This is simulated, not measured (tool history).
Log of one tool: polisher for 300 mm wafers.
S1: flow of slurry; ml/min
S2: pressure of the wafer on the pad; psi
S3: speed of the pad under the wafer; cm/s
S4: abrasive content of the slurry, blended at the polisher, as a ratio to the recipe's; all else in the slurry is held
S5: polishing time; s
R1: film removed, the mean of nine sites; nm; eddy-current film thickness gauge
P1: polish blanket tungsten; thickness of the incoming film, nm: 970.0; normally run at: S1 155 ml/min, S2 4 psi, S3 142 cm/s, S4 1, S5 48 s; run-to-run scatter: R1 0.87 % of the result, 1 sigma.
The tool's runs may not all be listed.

Run 1, day 0.383: S1 155 ml/min, S2 4 psi, S3 142 cm/s, S4 1, S5 48 s. Result: R1 283.64 nm.
Run 2, day 0.75: S1 155 ml/min, S2 4 psi, S3 208 cm/s, S4 1, S5 26 s. Result: R1 224.95 nm.
Run 3, day 1.008: S1 155 ml/min, S2 4 psi, S3 70 cm/s, S4 1, S5 48 s. Result: R1 140.28 nm.
Run 4, day 1.267: S1 155 ml/min, S2 4 psi, S3 142 cm/s, S4 1, S5 48 s. Result: R1 283.04 nm.
Run 5, day 1.496: S1 240 ml/min, S2 4 psi, S3 142 cm/s, S4 1, S5 48 s. Result: R1 303.56 nm.
Run 6, day 1.783: S1 155 ml/min, S2 4 psi, S3 142 cm/s, S4 1.25, S5 48 s. Result: R1 304.4 nm.
Run 7, day 2.129: S1 155 ml/min, S2 4 psi, S3 196 cm/s, S4 1, S5 27 s. Result: R1 219.41 nm.
Run 8, day 2.308: S1 155 ml/min, S2 1.8 psi, S3 142 cm/s, S4 1, S5 48 s. Result: R1 129.4 nm.
Run 9, day 2.6: S1 155 ml/min, S2 2.4 psi, S3 142 cm/s, S4 0.55, S5 48 s. Result: R1 147.63 nm.
Run 10, day 2.825: S1 155 ml/min, S2 4 psi, S3 142 cm/s, S4 1, S5 76 s. Result: R1 453.68 nm.
Run 11, day 3.058: S1 155 ml/min, S2 4 psi, S3 142 cm/s, S4 1, S5 48 s. Result: R1 283.55 nm.
Run 12, day 3.308: S1 155 ml/min, S2 4 psi, S3 142 cm/s, S4 1, S5 48 s. Result: R1 282.4 nm.
At day 3.412: head pressure recalibrated.
Run 13, day 3.558: S1 155 ml/min, S2 4 psi, S3 142 cm/s, S4 1, S5 35 s. Result: R1 206.04 nm.
Run 14, day 3.892: S1 155 ml/min, S2 4 psi, S3 142 cm/s, S4 0.6, S5 48 s. Result: R1 253.48 nm.
Run 15, day 4.15: S1 95 ml/min, S2 4 psi, S3 142 cm/s, S4 1, S5 48 s. Result: R1 263 nm.
Run 16, day 4.529: S1 155 ml/min, S2 4 psi, S3 192 cm/s, S4 1, S5 48 s. Result: R1 389.67 nm.
Run 17, day 4.721: S1 155 ml/min, S2 5.1 psi, S3 142 cm/s, S4 1, S5 48 s. Result: R1 366.43 nm.
Run 18, day 4.938: S1 155 ml/min, S2 4 psi, S3 142 cm/s, S4 1, S5 48 s. Result: R1 288.03 nm.
Run 19, day 5.146: S1 155 ml/min, S2 4 psi, S3 142 cm/s, S4 1, S5 48 s. Result: R1 280.24 nm.
Run 20, day 5.517: S1 155 ml/min, S2 4 psi, S3 142 cm/s, S4 1, S5 48 s. Result: R1 271.15 nm.
Run 21, day 5.817: S1 155 ml/min, S2 4 psi, S3 142 cm/s, S4 1, S5 48 s. Result: R1 264.05 nm.
Run 22, day 6.042: S1 155 ml/min, S2 4 psi, S3 142 cm/s, S4 1, S5 48 s. Result: R1 261.7 nm.
At day 6.354: slurry tank refilled with fresh slurry and peroxide.
Run 23, day 6.358: S1 155 ml/min, S2 4 psi, S3 142 cm/s, S4 1, S5 48 s. Result: R1 263.56 nm.
At day 6.638: slurry blender recalibrated.
Run 24, day 6.688: S1 155 ml/min, S2 4 psi, S3 142 cm/s, S4 1, S5 48 s. Result: R1 255.37 nm.
At day 6.742: worn pad replaced by a new one.
Run 25, day 7.017: S1 155 ml/min, S2 4 psi, S3 142 cm/s, S4 1, S5 48 s. Result: R1 251.82 nm.
Run 26, day 7.204: S1 155 ml/min, S2 4 psi, S3 142 cm/s, S4 1, S5 48 s. Result: R1 255.59 nm.
Run 27, day 7.388: S1 155 ml/min, S2 4 psi, S3 142 cm/s, S4 1, S5 48 s. Result: R1 255.43 nm.

What P1 gives has crept away from where it was. These 2 causes fit the log equally well, each at the size given:
A: slurry flow missing at the pad, % = 39.9
B: head's pressure below its setpoint, % = 10.3
The creep began at about day 4.938.
Why every other cause is out:
removal rate lost through wear of the pad, %: serviced at day 6.742, which brought nothing back
abrasive missing from the slurry, %: serviced at day 6.638, which brought nothing back
peroxide lost from the slurry, %: serviced at day 6.354, which brought nothing back

4 check runs are offered, each on 5 wafers whose results are averaged, their results left as question marks. Which one tells the causes apart?
Run check 1, day 7.571: S1 155 ml/min, S2 1.8 psi, S3 142 cm/s, S4 1, S5 48 s. Result: R1 ?.
Run check 2, day 7.571: S1 225 ml/min, S2 4 psi, S3 142 cm/s, S4 0.75, S5 48 s. Result: R1 ?.
Run check 3, day 7.571: S1 155 ml/min, S2 2.7 psi, S3 142 cm/s, S4 1, S5 71 s. Result: R1 ?.
Run check 4, day 7.571: S1 155 ml/min, S2 4 psi, S3 96 cm/s, S4 1, S5 72 s. Result: R1 ?.

What each check would give under each cause:
  check  result    if A    if B
check 1      R1  115.41  115.44
check 2      R1  260.97  252.95
check 3      R1  256.06  256.14
check 4      R1  260.08  260.15
How far apart the two closest causes lie, in the result that separates them most: check 1 0.03 %; check 2 3.12 %; check 3 0.03 %; check 4 0.03 %
Only check 2 tells the causes apart: in the others they would give nearly the same result.

Check 2 was then run and gave: R1 262.36 nm. Which cause is it?

It is A: slurry flow missing at the pad, %.
